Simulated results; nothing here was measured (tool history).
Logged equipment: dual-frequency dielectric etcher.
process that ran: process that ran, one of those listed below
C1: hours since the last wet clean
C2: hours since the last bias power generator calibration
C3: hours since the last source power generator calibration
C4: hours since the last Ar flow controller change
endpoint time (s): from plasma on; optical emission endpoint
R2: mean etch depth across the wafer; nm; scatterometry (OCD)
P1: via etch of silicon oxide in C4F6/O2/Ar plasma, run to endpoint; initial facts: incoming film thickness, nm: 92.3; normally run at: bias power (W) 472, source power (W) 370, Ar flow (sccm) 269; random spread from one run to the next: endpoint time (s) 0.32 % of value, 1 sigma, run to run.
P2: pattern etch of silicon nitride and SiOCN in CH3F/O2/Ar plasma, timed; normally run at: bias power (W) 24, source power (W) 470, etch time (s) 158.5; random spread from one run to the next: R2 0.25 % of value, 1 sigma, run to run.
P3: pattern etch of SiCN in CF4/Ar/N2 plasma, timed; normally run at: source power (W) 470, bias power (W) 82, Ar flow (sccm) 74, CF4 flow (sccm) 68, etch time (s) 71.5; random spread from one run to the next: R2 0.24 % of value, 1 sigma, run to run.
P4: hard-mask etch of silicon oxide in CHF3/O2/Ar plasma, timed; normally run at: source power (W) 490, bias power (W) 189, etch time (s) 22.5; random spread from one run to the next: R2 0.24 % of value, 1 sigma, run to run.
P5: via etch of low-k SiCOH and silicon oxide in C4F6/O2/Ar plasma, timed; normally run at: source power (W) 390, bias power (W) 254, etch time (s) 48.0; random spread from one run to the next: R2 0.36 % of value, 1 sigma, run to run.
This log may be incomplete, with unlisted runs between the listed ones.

{"run": 1, "day": 0.212, "process that ran": "P1", "bias power (W)": 472, "source power (W)": 370, "Ar flow (sccm)": 269, "C1": 85.7, "C2": 2687.3, "C3": 1439.4, "C4": 344.0, "endpoint time (s)": 20.942}
{"run": 2, "day": 0.333, "process that ran": "P4", "bias power (W)": 189, "source power (W)": 390, "etch time (s)": 22.5, "C1": 88.6, "C2": 2690.2, "C3": 1442.3, "C4": 346.9, "R2": 37.922}
{"run": 3, "day": 0.471, "process that ran": "P3", "bias power (W)": 82, "source power (W)": 470, "Ar flow (sccm)": 74, "etch time (s)": 71.5, "CF4 flow (sccm)": 68, "C1": 91.9, "C2": 2693.5, "C3": 1445.6, "C4": 350.2, "R2": 69.134}
{"run": 4, "day": 0.7, "process that ran": "P3", "bias power (W)": 82, "source power (W)": 470, "Ar flow (sccm)": 53, "etch time (s)": 71.5, "CF4 flow (sccm)": 68, "C1": 97.4, "C2": 2699.0, "C3": 1451.1, "C4": 355.7, "R2": 71.942}
{"run": 5, "day": 0.888, "process that ran": "P1", "bias power (W)": 472, "source power (W)": 300, "Ar flow (sccm)": 220, "C1": 101.9, "C2": 2703.5, "C3": 1455.6, "C4": 360.2, "endpoint time (s)": 22.283}
{"run": 6, "day": 1.0, "process that ran": "P4", "bias power (W)": 189, "source power (W)": 490, "etch time (s)": 12.5, "C1": 104.6, "C2": 2706.2, "C3": 1458.3, "C4": 362.9, "R2": 23.0}
{"run": 7, "day": 1.204, "process that ran": "P2", "bias power (W)": 24, "source power (W)": 270, "etch time (s)": 158.5, "C1": 109.5, "C2": 2711.1, "C3": 1463.2, "C4": 367.8, "R2": 19.37}
{"run": 8, "day": 1.362, "process that ran": "P5", "bias power (W)": 254, "source power (W)": 390, "etch time (s)": 69.0, "C1": 113.3, "C2": 2714.9, "C3": 1467.0, "C4": 371.6, "R2": 201.12}
{"run": 9, "day": 1.475, "process that ran": "P2", "bias power (W)": 24, "source power (W)": 470, "etch time (s)": 158.5, "C1": 116.0, "C2": 2717.6, "C3": 1469.7, "C4": 374.3, "R2": 23.43}
{"run": 10, "day": 1.675, "process that ran": "P1", "bias power (W)": 472, "source power (W)": 370, "Ar flow (sccm)": 269, "C1": 120.8, "C2": 2722.4, "C3": 1474.5, "C4": 379.1, "endpoint time (s)": 20.891}
{"run": 11, "day": 1.792, "process that ran": "P4", "bias power (W)": 189, "source power (W)": 490, "etch time (s)": 22.5, "C1": 123.6, "C2": 2725.2, "C3": 1477.3, "C4": 381.9, "R2": 41.549}
{"run": 12, "day": 1.921, "process that ran": "P1", "bias power (W)": 472, "source power (W)": 370, "Ar flow (sccm)": 269, "C1": 126.7, "C2": 2728.3, "C3": 1480.4, "C4": 385.0, "endpoint time (s)": 21.04}
{"run": 13, "day": 2.083, "process that ran": "P1", "bias power (W)": 472, "source power (W)": 290, "Ar flow (sccm)": 269, "C1": 130.6, "C2": 2732.2, "C3": 1484.3, "C4": 388.9, "endpoint time (s)": 23.054}
{"run": 14, "day": 2.262, "process that ran": "P3", "bias power (W)": 82, "source power (W)": 320, "Ar flow (sccm)": 74, "etch time (s)": 71.5, "CF4 flow (sccm)": 68, "C1": 134.9, "C2": 2736.5, "C3": 1488.6, "C4": 393.2, "R2": 49.161}
{"run": 15, "day": 2.388, "process that ran": "P1", "bias power (W)": 356, "source power (W)": 370, "Ar flow (sccm)": 269, "C1": 137.9, "C2": 2739.5, "C3": 1491.6, "C4": 396.2, "endpoint time (s)": 23.354}
{"run": 16, "day": 2.496, "process that ran": "P1", "bias power (W)": 566, "source power (W)": 510, "Ar flow (sccm)": 269, "C1": 140.5, "C2": 2742.1, "C3": 1494.2, "C4": 398.8, "endpoint time (s)": 17.478}
{"run": 17, "day": 2.638, "process that ran": "P1", "bias power (W)": 595, "source power (W)": 370, "Ar flow (sccm)": 269, "C1": 143.9, "C2": 2745.5, "C3": 1497.6, "C4": 402.2, "endpoint time (s)": 19.189}
{"run": 18, "day": 2.796, "process that ran": "P2", "bias power (W)": 24, "source power (W)": 470, "etch time (s)": 158.5, "C1": 147.7, "C2": 2749.3, "C3": 1501.4, "C4": 406.0, "R2": 23.386}
{"run": 19, "day": 2.996, "process that ran": "P3", "bias power (W)": 82, "source power (W)": 470, "Ar flow (sccm)": 74, "etch time (s)": 71.5, "CF4 flow (sccm)": 68, "C1": 152.5, "C2": 2754.1, "C3": 1506.2, "C4": 410.8, "R2": 69.177}
{"run": 20, "day": 3.204, "process that ran": "P1", "bias power (W)": 472, "source power (W)": 370, "Ar flow (sccm)": 269, "C1": 157.5, "C2": 2759.1, "C3": 1511.2, "C4": 415.8, "endpoint time (s)": 20.966}
{"run": 21, "day": 3.304, "process that ran": "P5", "bias power (W)": 254, "source power (W)": 390, "etch time (s)": 48.0, "C1": 159.9, "C2": 2761.5, "C3": 1513.6, "C4": 418.2, "R2": 139.71}
{"run": 22, "day": 3.479, "process that ran": "P1", "bias power (W)": 472, "source power (W)": 370, "Ar flow (sccm)": 161, "C1": 164.1, "C2": 2765.7, "C3": 1517.8, "C4": 422.4, "endpoint time (s)": 19.925}
{"day": 3.575, "done": "wet clean of the chamber"}
{"run": 23, "day": 3.583, "process that ran": "P1", "bias power (W)": 472, "source power (W)": 270, "Ar flow (sccm)": 340, "C1": 0.3, "C2": 2768.2, "C3": 1520.3, "C4": 424.9, "endpoint time (s)": 24.16}
{"run": 24, "day": 3.725, "process that ran": "P5", "bias power (W)": 341, "source power (W)": 390, "etch time (s)": 48.0, "C1": 3.7, "C2": 2771.6, "C3": 1523.7, "C4": 428.3, "R2": 155.21}
{"run": 25, "day": 3.842, "process that ran": "P1", "bias power (W)": 472, "source power (W)": 370, "Ar flow (sccm)": 321, "C1": 6.5, "C2": 2774.4, "C3": 1526.5, "C4": 431.1, "endpoint time (s)": 21.433}
{"run": 26, "day": 4.05, "process that ran": "P2", "bias power (W)": 34, "source power (W)": 470, "etch time (s)": 158.5, "C1": 11.5, "C2": 2779.4, "C3": 1531.5, "C4": 436.1, "R2": 27.625}
{"run": 27, "day": 4.212, "process that ran": "P3", "bias power (W)": 104, "source power (W)": 470, "Ar flow (sccm)": 74, "etch time (s)": 71.5, "CF4 flow (sccm)": 68, "C1": 15.4, "C2": 2783.3, "C3": 1535.4, "C4": 440.0, "R2": 75.392}
{"run": 28, "day": 4.396, "process that ran": "P4", "bias power (W)": 189, "source power (W)": 490, "etch time (s)": 22.5, "C1": 19.8, "C2": 2787.7, "C3": 1539.8, "C4": 444.4, "R2": 41.454}
{"day": 4.542, "done": "source power generator calibrated"}
{"run": 29, "day": 4.546, "process that ran": "P3", "bias power (W)": 82, "source power (W)": 470, "Ar flow (sccm)": 74, "etch time (s)": 47.0, "CF4 flow (sccm)": 68, "C1": 23.4, "C2": 2791.3, "C3": 0.1, "C4": 448.0, "R2": 45.397}
{"run": 30, "day": 4.7, "process that ran": "P1", "bias power (W)": 472, "source power (W)": 470, "Ar flow (sccm)": 269, "C1": 27.1, "C2": 2795.0, "C3": 3.8, "C4": 451.7, "endpoint time (s)": 19.234}
{"run": 31, "day": 4.862, "process that ran": "P4", "bias power (W)": 247, "source power (W)": 490, "etch time (s)": 22.5, "C1": 31.0, "C2": 2798.9, "C3": 7.7, "C4": 455.6, "R2": 45.734}
{"run": 32, "day": 5.046, "process that ran": "P3", "bias power (W)": 82, "source power (W)": 470, "Ar flow (sccm)": 74, "etch time (s)": 71.5, "CF4 flow (sccm)": 85, "C1": 35.4, "C2": 2803.3, "C3": 12.1, "C4": 460.0, "R2": 70.89}

What does the tool deliver on the next run?
{"run": 33, "day": 5.229, "process that ran": "P2", "bias power (W)": 24, "source power (W)": 470, "etch time (s)": 236.5, "C1": 39.8, "C2": 2807.7, "C3": 16.5, "C4": 464.4, "R2": "?"}

{"run 33": {"R2": 34.813}}

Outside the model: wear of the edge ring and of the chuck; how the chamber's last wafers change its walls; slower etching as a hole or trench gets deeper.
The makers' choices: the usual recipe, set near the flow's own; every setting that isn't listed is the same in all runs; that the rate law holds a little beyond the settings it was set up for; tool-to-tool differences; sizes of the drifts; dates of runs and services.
